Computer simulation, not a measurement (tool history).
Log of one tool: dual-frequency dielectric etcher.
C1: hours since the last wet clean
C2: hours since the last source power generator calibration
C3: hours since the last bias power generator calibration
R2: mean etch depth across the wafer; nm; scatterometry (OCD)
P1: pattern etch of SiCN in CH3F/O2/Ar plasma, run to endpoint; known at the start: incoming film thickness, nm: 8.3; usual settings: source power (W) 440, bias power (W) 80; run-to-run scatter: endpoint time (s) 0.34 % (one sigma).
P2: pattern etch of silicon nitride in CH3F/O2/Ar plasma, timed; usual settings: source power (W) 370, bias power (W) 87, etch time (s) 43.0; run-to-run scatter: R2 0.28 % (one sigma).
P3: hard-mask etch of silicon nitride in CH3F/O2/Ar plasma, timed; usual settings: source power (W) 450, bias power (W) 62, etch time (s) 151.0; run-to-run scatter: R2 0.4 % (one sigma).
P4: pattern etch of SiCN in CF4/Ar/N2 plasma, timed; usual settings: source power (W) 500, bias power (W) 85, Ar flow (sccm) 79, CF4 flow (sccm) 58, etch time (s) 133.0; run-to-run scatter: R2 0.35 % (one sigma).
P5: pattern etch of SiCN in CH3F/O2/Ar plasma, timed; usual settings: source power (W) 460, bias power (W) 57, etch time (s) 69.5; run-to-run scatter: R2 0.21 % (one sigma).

{"run": 1, "hour": 9.4, "process that ran": "P1", "source power (W)": 440, "bias power (W)": 80, "C1": 281.6, "C2": 1432.7, "C3": 2307.2, "endpoint time (s)": 20.507}
{"run": 2, "hour": 19.1, "process that ran": "P1", "source power (W)": 550, "bias power (W)": 80, "C1": 291.3, "C2": 1442.4, "C3": 2316.9, "endpoint time (s)": 18.789}
{"run": 3, "hour": 29.4, "process that ran": "P4", "source power (W)": 500, "bias power (W)": 115, "Ar flow (sccm)": 79, "CF4 flow (sccm)": 58, "etch time (s)": 133.0, "C1": 301.6, "C2": 1452.7, "C3": 2327.2, "R2": 146.47}
{"run": 4, "hour": 41.0, "process that ran": "P1", "source power (W)": 440, "bias power (W)": 108, "C1": 313.2, "C2": 1464.3, "C3": 2338.8, "endpoint time (s)": 18.384}
{"run": 5, "hour": 51.0, "process that ran": "P5", "source power (W)": 280, "bias power (W)": 57, "etch time (s)": 69.5, "C1": 323.2, "C2": 1474.3, "C3": 2348.8, "R2": 20.474}
{"run": 6, "hour": 64.6, "process that ran": "P2", "source power (W)": 240, "bias power (W)": 87, "etch time (s)": 43.0, "C1": 336.8, "C2": 1487.9, "C3": 2362.4, "R2": 26.698}
{"run": 7, "hour": 77.9, "process that ran": "P4", "source power (W)": 500, "bias power (W)": 85, "Ar flow (sccm)": 79, "CF4 flow (sccm)": 47, "etch time (s)": 133.0, "C1": 350.1, "C2": 1501.2, "C3": 2375.7, "R2": 128.93}
{"run": 8, "hour": 90.4, "process that ran": "P3", "source power (W)": 450, "bias power (W)": 62, "etch time (s)": 83.0, "C1": 362.6, "C2": 1513.7, "C3": 2388.2, "R2": 56.376}
{"run": 9, "hour": 103.4, "process that ran": "P3", "source power (W)": 450, "bias power (W)": 39, "etch time (s)": 151.0, "C1": 375.6, "C2": 1526.7, "C3": 2401.2, "R2": 88.566}
{"run": 10, "hour": 110.5, "process that ran": "P5", "source power (W)": 460, "bias power (W)": 37, "etch time (s)": 69.5, "C1": 382.7, "C2": 1533.8, "C3": 2408.3, "R2": 21.568}
{"run": 11, "hour": 121.8, "process that ran": "P3", "source power (W)": 450, "bias power (W)": 62, "etch time (s)": 151.0, "C1": 394.0, "C2": 1545.1, "C3": 2419.6, "R2": 102.62}
{"run": 12, "hour": 130.8, "process that ran": "P2", "source power (W)": 370, "bias power (W)": 87, "etch time (s)": 43.0, "C1": 403.0, "C2": 1554.1, "C3": 2428.6, "R2": 31.327}
{"run": 13, "hour": 142.5, "process that ran": "P2", "source power (W)": 370, "bias power (W)": 67, "etch time (s)": 43.0, "C1": 414.7, "C2": 1565.8, "C3": 2440.3, "R2": 28.719}
{"run": 14, "hour": 152.7, "process that ran": "P2", "source power (W)": 370, "bias power (W)": 87, "etch time (s)": 43.0, "C1": 424.9, "C2": 1576.0, "C3": 2450.5, "R2": 31.282}
{"run": 15, "hour": 166.0, "process that ran": "P4", "source power (W)": 500, "bias power (W)": 85, "Ar flow (sccm)": 79, "CF4 flow (sccm)": 58, "etch time (s)": 103.0, "C1": 438.2, "C2": 1589.3, "C3": 2463.8, "R2": 101.46}
{"run": 16, "hour": 173.3, "process that ran": "P5", "source power (W)": 460, "bias power (W)": 57, "etch time (s)": 86.5, "C1": 445.5, "C2": 1596.6, "C3": 2471.1, "R2": 30.874}
{"run": 17, "hour": 180.1, "process that ran": "P1", "source power (W)": 440, "bias power (W)": 80, "C1": 452.3, "C2": 1603.4, "C3": 2477.9, "endpoint time (s)": 20.548}
{"run": 18, "hour": 193.4, "process that ran": "P1", "source power (W)": 440, "bias power (W)": 64, "C1": 465.6, "C2": 1616.7, "C3": 2491.2, "endpoint time (s)": 22.01}
{"run": 19, "hour": 207.2, "process that ran": "P3", "source power (W)": 290, "bias power (W)": 62, "etch time (s)": 151.0, "C1": 479.4, "C2": 1630.5, "C3": 2505.0, "R2": 86.056}
{"hour": 215.4, "done": "bias power generator calibrated"}
{"run": 20, "hour": 218.8, "process that ran": "P2", "source power (W)": 370, "bias power (W)": 87, "etch time (s)": 31.0, "C1": 491.0, "C2": 1642.1, "C3": 3.4, "R2": 22.562}
{"run": 21, "hour": 231.4, "process that ran": "P4", "source power (W)": 500, "bias power (W)": 85, "Ar flow (sccm)": 96, "CF4 flow (sccm)": 58, "etch time (s)": 133.0, "C1": 503.6, "C2": 1654.7, "C3": 16.0, "R2": 128.71}
{"run": 22, "hour": 241.5, "process that ran": "P1", "source power (W)": 590, "bias power (W)": 58, "C1": 513.7, "C2": 1664.8, "C3": 26.1, "endpoint time (s)": 20.582}
{"run": 23, "hour": 249.0, "process that ran": "P4", "source power (W)": 500, "bias power (W)": 85, "Ar flow (sccm)": 79, "CF4 flow (sccm)": 58, "etch time (s)": 133.0, "C1": 521.2, "C2": 1672.3, "C3": 33.6, "R2": 132.3}
{"run": 24, "hour": 256.0, "process that ran": "P4", "source power (W)": 610, "bias power (W)": 85, "Ar flow (sccm)": 79, "CF4 flow (sccm)": 58, "etch time (s)": 133.0, "C1": 528.2, "C2": 1679.3, "C3": 40.6, "R2": 157.27}
{"run": 25, "hour": 267.8, "process that ran": "P5", "source power (W)": 460, "bias power (W)": 57, "etch time (s)": 69.5, "C1": 540.0, "C2": 1691.1, "C3": 52.4, "R2": 24.63}
{"run": 26, "hour": 280.3, "process that ran": "P5", "source power (W)": 460, "bias power (W)": 57, "etch time (s)": 69.5, "C1": 552.5, "C2": 1703.6, "C3": 64.9, "R2": 24.663}
{"run": 27, "hour": 286.7, "process that ran": "P1", "source power (W)": 440, "bias power (W)": 80, "C1": 558.9, "C2": 1710.0, "C3": 71.3, "endpoint time (s)": 20.409}
{"run": 28, "hour": 295.9, "process that ran": "P1", "source power (W)": 360, "bias power (W)": 80, "C1": 568.1, "C2": 1719.2, "C3": 80.5, "endpoint time (s)": 22.039}
{"run": 29, "hour": 310.1, "process that ran": "P1", "source power (W)": 540, "bias power (W)": 107, "C1": 582.3, "C2": 1733.4, "C3": 94.7, "endpoint time (s)": 17.084}
{"run": 30, "hour": 320.0, "process that ran": "P1", "source power (W)": 440, "bias power (W)": 80, "C1": 592.2, "C2": 1743.3, "C3": 104.6, "endpoint time (s)": 20.534}
{"run": 31, "hour": 328.2, "process that ran": "P1", "source power (W)": 440, "bias power (W)": 80, "C1": 600.4, "C2": 1751.5, "C3": 112.8, "endpoint time (s)": 20.369}
{"run": 32, "hour": 335.2, "process that ran": "P1", "source power (W)": 440, "bias power (W)": 80, "C1": 607.4, "C2": 1758.5, "C3": 119.8, "endpoint time (s)": 20.672}
{"run": 33, "hour": 345.7, "process that ran": "P1", "source power (W)": 440, "bias power (W)": 80, "C1": 617.9, "C2": 1769.0, "C3": 130.3, "endpoint time (s)": 20.754}
{"run": 34, "hour": 358.1, "process that ran": "P1", "source power (W)": 440, "bias power (W)": 80, "C1": 630.3, "C2": 1781.4, "C3": 142.7, "endpoint time (s)": 20.68}
{"run": 35, "hour": 366.9, "process that ran": "P1", "source power (W)": 440, "bias power (W)": 80, "C1": 639.1, "C2": 1790.2, "C3": 151.5, "endpoint time (s)": 20.788}
{"hour": 367.9, "done": "wet clean of the chamber"}
{"run": 36, "hour": 380.2, "process that ran": "P1", "source power (W)": 440, "bias power (W)": 80, "C1": 12.3, "C2": 1803.5, "C3": 164.8, "endpoint time (s)": 20.721}
{"run": 37, "hour": 392.8, "process that ran": "P1", "source power (W)": 440, "bias power (W)": 80, "C1": 24.9, "C2": 1816.1, "C3": 177.4, "endpoint time (s)": 20.837}

What P1 gives has crept away from where it was. These 2 causes fit the log equally well, each at the size given:
A: source power that arrives under what is set, % = 4.5
B: bias power that arrives under what is set, % = 4.71
The creep began at about hour 328.2.
Why every other cause is out:
chamber walls in a state that lowers the etch rate, %: serviced at hour 367.9, which brought nothing back

4 check runs are offered, each on 2 wafers whose results are averaged, their results left as question marks. Which one tells the causes apart?
{"run": "check 1", "hour": 405.4, "process that ran": "P4", "source power (W)": 500, "bias power (W)": 112, "Ar flow (sccm)": 79, "CF4 flow (sccm)": 58, "etch time (s)": 133.0, "R2": "?"}
{"run": "check 2", "hour": 405.4, "process that ran": "P2", "source power (W)": 370, "bias power (W)": 73, "etch time (s)": 43.0, "R2": "?"}
{"run": "check 3", "hour": 405.4, "process that ran": "P5", "source power (W)": 290, "bias power (W)": 42, "etch time (s)": 69.5, "R2": "?"}
{"run": "check 4", "hour": 405.4, "process that ran": "P3", "source power (W)": 450, "bias power (W)": 51, "etch time (s)": 91.5, "R2": "?"}

What each check would give under each cause:
check=check_1 result=R2 if_A=140.250 if_B=143.400
check=check_2 result=R2 if_A=28.924 if_B=28.947
check=check_3 result=R2 if_A=18.391 if_B=18.438
check=check_4 result=R2 if_A=57.208 if_B=57.380
How far apart the two closest causes lie, in the result that separates them most: check 1 2.22 %; check 2 0.08 %; check 3 0.26 %; check 4 0.3 %
Only check 1 tells the causes apart: in the others they would give nearly the same result.

Check 1 was then run and gave: R2 140.140 nm. Which cause is it?

It is A: source power that arrives under what is set, %.

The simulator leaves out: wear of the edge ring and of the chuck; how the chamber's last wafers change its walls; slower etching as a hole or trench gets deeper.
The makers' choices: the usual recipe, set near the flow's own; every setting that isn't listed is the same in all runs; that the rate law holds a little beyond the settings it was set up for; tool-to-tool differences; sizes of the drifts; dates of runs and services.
